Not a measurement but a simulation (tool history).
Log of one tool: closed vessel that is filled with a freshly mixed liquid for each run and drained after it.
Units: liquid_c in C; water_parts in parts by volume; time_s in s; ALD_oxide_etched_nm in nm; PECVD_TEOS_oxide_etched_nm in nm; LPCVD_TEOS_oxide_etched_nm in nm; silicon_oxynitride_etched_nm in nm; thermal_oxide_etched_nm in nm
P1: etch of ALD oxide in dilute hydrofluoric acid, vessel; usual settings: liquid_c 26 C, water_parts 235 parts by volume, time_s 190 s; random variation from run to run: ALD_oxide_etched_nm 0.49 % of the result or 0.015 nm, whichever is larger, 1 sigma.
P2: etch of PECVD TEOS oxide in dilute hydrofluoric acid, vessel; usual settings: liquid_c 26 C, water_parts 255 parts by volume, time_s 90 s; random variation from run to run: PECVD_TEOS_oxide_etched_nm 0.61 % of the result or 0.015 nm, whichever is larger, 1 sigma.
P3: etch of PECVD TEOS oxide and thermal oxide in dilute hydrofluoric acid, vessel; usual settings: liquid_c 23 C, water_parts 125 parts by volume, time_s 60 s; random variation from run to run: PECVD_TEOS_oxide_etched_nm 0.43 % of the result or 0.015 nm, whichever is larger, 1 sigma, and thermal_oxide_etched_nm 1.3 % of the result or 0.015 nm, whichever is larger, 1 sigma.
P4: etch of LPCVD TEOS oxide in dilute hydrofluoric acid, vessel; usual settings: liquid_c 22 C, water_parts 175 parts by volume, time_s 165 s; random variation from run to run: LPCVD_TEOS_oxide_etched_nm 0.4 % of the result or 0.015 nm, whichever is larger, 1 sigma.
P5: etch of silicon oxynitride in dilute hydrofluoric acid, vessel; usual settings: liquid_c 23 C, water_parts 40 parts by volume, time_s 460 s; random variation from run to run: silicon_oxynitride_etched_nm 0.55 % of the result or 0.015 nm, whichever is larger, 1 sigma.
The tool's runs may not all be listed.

run   hour  process  liquid_c  water_parts  time_s  hours since the thermometer was replaced  hours since the hydrofluoric acid flow meter was replaced  ALD_oxide_etched_nm  PECVD_TEOS_oxide_etched_nm  LPCVD_TEOS_oxide_etched_nm  silicon_oxynitride_etched_nm  thermal_oxide_etched_nm
  1    7.6       P1        26          235     190                                    1881.8                                                      619.3               13.885
  2   23.1       P1        26          235     190                                    1897.3                                                      634.8                14.01
  3   35.5       P2        26          255      90                                    1909.7                                                      647.2                                           5.2219
  4   43.1       P2        31          255      90                                    1917.3                                                      654.8                                           6.1492
  5   51.3       P4        22          175      70                                    1925.5                                                        663                                                                       7.6319
  6   64.3       P1        26          235     190                                    1938.5                                                        676               14.074
  7   73.4       P4        22          175     165                                    1947.6                                                      685.1                                                                       17.791
      79.2  -- thermometer replaced
  8   82.5       P2        26          255      30                                       3.4                                                      694.2                                           1.7664
  9   91.9       P1        26          105     330                                      12.8                                                      703.6               63.908
 10  105.2       P4        22          175     165                                      26.1                                                      716.9                                                                       17.946
 11  117.2       P1      33.5          235     190                                      38.1                                                      728.9               18.127
 12  130.1       P5        23           40     460                                        51                                                      741.8                                                                                                     17.045
 13  144.2       P1      19.5          235     190                                      65.1                                                      755.9               11.014
 14    160       P4        22          325     165                                      80.9                                                      771.7                                                                       8.3413
 15    174       P5        23           20     460                                      94.9                                                      785.7                                                                                                     33.946
 16  185.1       P1        26          235     385                                       106                                                      796.8               28.574
 17  192.3       P3        23          125     110                                     113.2                                                        804                                           11.925                                                                             3.8108
 18  199.3       P1        26          235     190                                     120.2                                                        811               13.925
 19  206.6       P3        28          125      60                                     127.5                                                      818.3                                           7.9534                                                                             2.5725
 20  217.4       P1        26          110     190                                     138.3                                                      829.1               34.737
 21  231.6       P1        26          235     190                                     152.5                                                      843.3               14.048
 22  247.7       P3        23          125      60                                     168.6                                                      859.4                                           6.5172                                                                             2.1174
 23  257.3       P1      18.5          155     190                                     178.2                                                        869               17.353
 24  267.1       P3        23          125      60                                       188                                                      878.8                                           6.4802                                                                             2.1462
 25  279.6       P2        26          255      90                                     200.5                                                      891.3                                           5.1369
 26    294       P5        23           40     785                                     214.9                                                      905.7                                                                                                      28.81
 27  306.6       P1        26          235      80                                     227.5                                                      918.3               5.9292
 28  314.3       P1        26          390     190                                     235.2                                                        926               7.1652
 29  329.2       P2        26          395      90                                     250.1                                                      940.9                                           2.8968
 30  342.2       P4        17          175     165                                     263.1                                                      953.9                                                                       14.731
 31  355.9       P5      30.5           40     460                                     276.8                                                      967.6                                                                                                     24.087
 32  363.2       P3        23          215      60                                     284.1                                                      974.9                                           3.4269                                                                              1.146
 33  373.1       P1        26          235     190                                       294                                                      984.8               14.076
 34  382.9       P1        26          235     190                                     303.8                                                      994.6               14.054
 35  397.3       P1        26          235     190                                     318.2                                                       1009               14.563
 36  409.5       P1        26          235     190                                     330.4                                                     1021.2                14.84
 37  425.5       P1        26          235     190                                     346.4                                                     1037.2               15.092
 38  434.4       P1        26          235     190                                     355.3                                                     1046.1               15.087
 39  450.2       P1        26          235     190                                     371.1                                                     1061.9               15.261
 40    466       P1        26          235     190                                     386.9                                                     1077.7               15.391
 41  473.8       P1        26          235     190                                     394.7                                                     1085.5               15.336
 42  483.7       P1        26          235     190                                     404.6                                                     1095.4               15.202

What P1 gives has crept away from where it was. These 2 causes fit the log equally well, each at the size given:
A: hydrofluoric acid flow above the setpoint (%) = 7.05
B: liquid hotter than its thermometer reads (K) = 2.45
The creep began at about hour 382.9.

4 check runs are offered, one wafer each, their results left as question marks. Which one tells the causes apart?
check 1  493.6       P4        22          250     165                                                                                                                                                                                 ?
check 2  493.6       P3        23          215     100                                                                                                                                                     ?                                                                                  ?
check 3  493.6       P5      28.5           40     680                                                                                                                                                                                                               ?
check 4  493.6       P2      29.5          255      90                                                                                                                                                     ?

What each check would give under each cause:
  check                        result    if A    if B
check 1    LPCVD_TEOS_oxide_etched_nm  12.656   12.71
check 2    PECVD_TEOS_oxide_etched_nm  6.2335  6.2745
check 2       thermal_oxide_etched_nm  2.0207   2.034
check 3  silicon_oxynitride_etched_nm  35.067  36.676
check 4    PECVD_TEOS_oxide_etched_nm  6.3901  6.3468
How far apart the two closest causes lie, in the result that separates them most: check 1 0.42 %; check 2 0.66 %; check 3 4.49 %; check 4 0.68 %
Check 3 tells the causes apart: in the others they would give nearly the same result.

Then check 3 was run and gave: silicon_oxynitride_etched_nm 36.478 nm. Which cause is it?

It is B: liquid hotter than its thermometer reads (K).
